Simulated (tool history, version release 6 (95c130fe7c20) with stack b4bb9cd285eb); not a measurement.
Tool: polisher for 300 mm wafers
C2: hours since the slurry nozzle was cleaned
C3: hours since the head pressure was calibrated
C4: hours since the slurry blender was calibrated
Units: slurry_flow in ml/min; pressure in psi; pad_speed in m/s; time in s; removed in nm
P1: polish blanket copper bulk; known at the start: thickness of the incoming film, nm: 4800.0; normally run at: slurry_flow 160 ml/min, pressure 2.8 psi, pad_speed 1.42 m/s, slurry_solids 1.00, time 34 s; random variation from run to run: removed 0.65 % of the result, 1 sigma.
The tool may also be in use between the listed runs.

{"run": 1, "day": 0.388, "slurry_flow": 160, "pressure": 2.8, "pad_speed": 1.42, "slurry_solids": 1.0, "time": 34, "wafers polished on this pad": 584, "C2": 324.3, "C3": 640.7, "C4": 232.1, "removed": 363.78}
{"run": 2, "day": 0.896, "slurry_flow": 160, "pressure": 2.8, "pad_speed": 2.08, "slurry_solids": 1.0, "time": 34, "wafers polished on this pad": 716, "C2": 336.5, "C3": 652.9, "C4": 244.3, "removed": 533.08}
{"run": 3, "day": 1.383, "slurry_flow": 160, "pressure": 2.8, "pad_speed": 1.42, "slurry_solids": 0.7, "time": 34, "wafers polished on this pad": 842, "C2": 348.2, "C3": 664.6, "C4": 256.0, "removed": 338.96}
{"day": 1.775, "done": "slurry nozzle cleaned"}
{"run": 4, "day": 1.846, "slurry_flow": 160, "pressure": 1.3, "pad_speed": 1.42, "slurry_solids": 1.0, "time": 34, "wafers polished on this pad": 962, "C2": 1.7, "C3": 675.7, "C4": 267.1, "removed": 168.24}
{"run": 5, "day": 2.412, "slurry_flow": 160, "pressure": 2.8, "pad_speed": 1.42, "slurry_solids": 1.0, "time": 34, "wafers polished on this pad": 1109, "C2": 15.3, "C3": 689.3, "C4": 280.7, "removed": 359.37}
{"run": 6, "day": 2.792, "slurry_flow": 160, "pressure": 2.8, "pad_speed": 1.42, "slurry_solids": 0.6, "time": 42, "wafers polished on this pad": 1207, "C2": 24.4, "C3": 698.4, "C4": 289.8, "removed": 403.15}
{"run": 7, "day": 3.108, "slurry_flow": 160, "pressure": 2.8, "pad_speed": 0.64, "slurry_solids": 1.0, "time": 34, "wafers polished on this pad": 1289, "C2": 32.0, "C3": 706.0, "C4": 297.4, "removed": 164.38}
{"run": 8, "day": 3.446, "slurry_flow": 160, "pressure": 4.5, "pad_speed": 1.42, "slurry_solids": 1.0, "time": 34, "wafers polished on this pad": 1376, "C2": 40.1, "C3": 714.1, "C4": 305.5, "removed": 586.89}
{"run": 9, "day": 3.779, "slurry_flow": 95, "pressure": 2.8, "pad_speed": 1.42, "slurry_solids": 1.0, "time": 34, "wafers polished on this pad": 1462, "C2": 48.1, "C3": 722.1, "C4": 313.5, "removed": 322.08}
{"run": 10, "day": 4.354, "slurry_flow": 160, "pressure": 2.8, "pad_speed": 0.72, "slurry_solids": 1.0, "time": 45, "wafers polished on this pad": 1611, "C2": 61.9, "C3": 735.9, "C4": 327.3, "removed": 242.95}
{"run": 11, "day": 4.938, "slurry_flow": 160, "pressure": 4.4, "pad_speed": 2.06, "slurry_solids": 1.0, "time": 34, "wafers polished on this pad": 1762, "C2": 75.9, "C3": 749.9, "C4": 341.3, "removed": 822.69}
{"run": 12, "day": 5.333, "slurry_flow": 160, "pressure": 2.8, "pad_speed": 1.42, "slurry_solids": 1.0, "time": 34, "wafers polished on this pad": 1864, "C2": 85.4, "C3": 759.4, "C4": 350.8, "removed": 362.67}
{"run": 13, "day": 5.829, "slurry_flow": 160, "pressure": 2.8, "pad_speed": 1.42, "slurry_solids": 1.0, "time": 34, "wafers polished on this pad": 1993, "C2": 97.3, "C3": 771.3, "C4": 362.7, "removed": 364.7}
{"run": 14, "day": 6.408, "slurry_flow": 160, "pressure": 2.8, "pad_speed": 1.42, "slurry_solids": 1.0, "time": 21, "wafers polished on this pad": 2143, "C2": 111.2, "C3": 785.2, "C4": 376.6, "removed": 227.11}
{"run": 15, "day": 6.892, "slurry_flow": 210, "pressure": 2.8, "pad_speed": 1.42, "slurry_solids": 1.0, "time": 34, "wafers polished on this pad": 2268, "C2": 122.8, "C3": 796.8, "C4": 388.2, "removed": 374.66}
{"run": 16, "day": 7.2, "slurry_flow": 160, "pressure": 2.8, "pad_speed": 1.42, "slurry_solids": 1.0, "time": 34, "wafers polished on this pad": 2348, "C2": 130.2, "C3": 804.2, "C4": 395.6, "removed": 359.61}
{"day": 7.775, "done": "head pressure recalibrated"}
{"run": 17, "day": 7.812, "slurry_flow": 160, "pressure": 2.8, "pad_speed": 1.42, "slurry_solids": 1.0, "time": 51, "wafers polished on this pad": 2506, "C2": 144.9, "C3": 1.0, "C4": 410.3, "removed": 543.81}
{"run": 18, "day": 8.125, "slurry_flow": 160, "pressure": 2.8, "pad_speed": 1.42, "slurry_solids": 1.25, "time": 34, "wafers polished on this pad": 2587, "C2": 152.4, "C3": 8.5, "C4": 417.8, "removed": 381.8}
{"run": 19, "day": 8.742, "slurry_flow": 160, "pressure": 2.8, "pad_speed": 1.42, "slurry_solids": 1.0, "time": 34, "wafers polished on this pad": 2747, "C2": 167.2, "C3": 23.3, "C4": 432.6, "removed": 362.58}
{"run": 20, "day": 9.025, "slurry_flow": 160, "pressure": 2.8, "pad_speed": 1.42, "slurry_solids": 1.0, "time": 34, "wafers polished on this pad": 2820, "C2": 174.0, "C3": 30.1, "C4": 439.4, "removed": 356.4}
{"run": 21, "day": 9.625, "slurry_flow": 160, "pressure": 2.8, "pad_speed": 1.42, "slurry_solids": 1.0, "time": 34, "wafers polished on this pad": 2975, "C2": 188.4, "C3": 44.5, "C4": 453.8, "removed": 345.82}
{"run": 22, "day": 10.021, "slurry_flow": 160, "pressure": 2.8, "pad_speed": 1.42, "slurry_solids": 1.0, "time": 34, "wafers polished on this pad": 3078, "C2": 197.9, "C3": 54.0, "C4": 463.3, "removed": 335.74}
{"run": 23, "day": 10.525, "slurry_flow": 160, "pressure": 2.8, "pad_speed": 1.42, "slurry_solids": 1.0, "time": 34, "wafers polished on this pad": 3208, "C2": 210.0, "C3": 66.1, "C4": 475.4, "removed": 335.89}
{"day": 10.575, "done": "slurry blender recalibrated"}
{"run": 24, "day": 10.842, "slurry_flow": 160, "pressure": 2.8, "pad_speed": 1.42, "slurry_solids": 1.0, "time": 34, "wafers polished on this pad": 3290, "C2": 217.6, "C3": 73.7, "C4": 6.5, "removed": 335.88}
{"day": 10.896, "done": "worn pad replaced by a new one"}
{"run": 25, "day": 11.433, "slurry_flow": 160, "pressure": 2.8, "pad_speed": 1.42, "slurry_solids": 1.0, "time": 34, "wafers polished on this pad": 139, "C2": 231.8, "C3": 87.9, "C4": 20.7, "removed": 334.39}
{"run": 26, "day": 11.962, "slurry_flow": 160, "pressure": 2.8, "pad_speed": 1.42, "slurry_solids": 1.0, "time": 34, "wafers polished on this pad": 276, "C2": 244.5, "C3": 100.6, "C4": 33.4, "removed": 335.74}
{"run": 27, "day": 12.292, "slurry_flow": 160, "pressure": 2.8, "pad_speed": 1.42, "slurry_solids": 1.0, "time": 34, "wafers polished on this pad": 361, "C2": 252.4, "C3": 108.5, "C4": 41.3, "removed": 332.78}

What P1 gives has crept away from where it was. These 2 causes fit the log equally well, each at the size given:
A: head's pressure below its setpoint, % = 7.93
B: slurry flow missing at the pad, % = 34.1
The creep began at about day 8.742.
Why every other cause is out:
removal rate lost through wear of the pad, %: serviced at day 10.896, which brought nothing back
abrasive missing from the slurry, %: serviced at day 10.575, which brought nothing back

4 check runs are offered, one wafer each, their results left as question marks. Which one tells the causes apart?
{"run": "check 1", "day": 12.621, "slurry_flow": 160, "pressure": 3.5, "pad_speed": 1.42, "slurry_solids": 1.0, "time": 44, "removed": "?"}
{"run": "check 2", "day": 12.621, "slurry_flow": 160, "pressure": 2.8, "pad_speed": 0.96, "slurry_solids": 1.0, "time": 34, "removed": "?"}
{"run": "check 3", "day": 12.621, "slurry_flow": 160, "pressure": 4.4, "pad_speed": 1.82, "slurry_solids": 1.0, "time": 34, "removed": "?"}
{"run": "check 4", "day": 12.621, "slurry_flow": 95, "pressure": 2.8, "pad_speed": 1.42, "slurry_solids": 1.0, "time": 34, "removed": "?"}

What each check would give under each cause:
check=check_1 result=removed if_A=538.81 if_B=538.89
check=check_2 result=removed if_A=225.18 if_B=225.22
check=check_3 result=removed if_A=670.85 if_B=670.95
check=check_4 result=removed if_A=298.86 if_B=284.90
How far apart the two closest causes lie, in the result that separates them most: check 1 0.02 %; check 2 0.02 %; check 3 0.02 %; check 4 4.78 %
Check 4 tells the causes apart: in the others they would give nearly the same result.

Then check 4 was run and gave: removed 281.43 nm. Which cause is it?

It is B: slurry flow missing at the pad, %.

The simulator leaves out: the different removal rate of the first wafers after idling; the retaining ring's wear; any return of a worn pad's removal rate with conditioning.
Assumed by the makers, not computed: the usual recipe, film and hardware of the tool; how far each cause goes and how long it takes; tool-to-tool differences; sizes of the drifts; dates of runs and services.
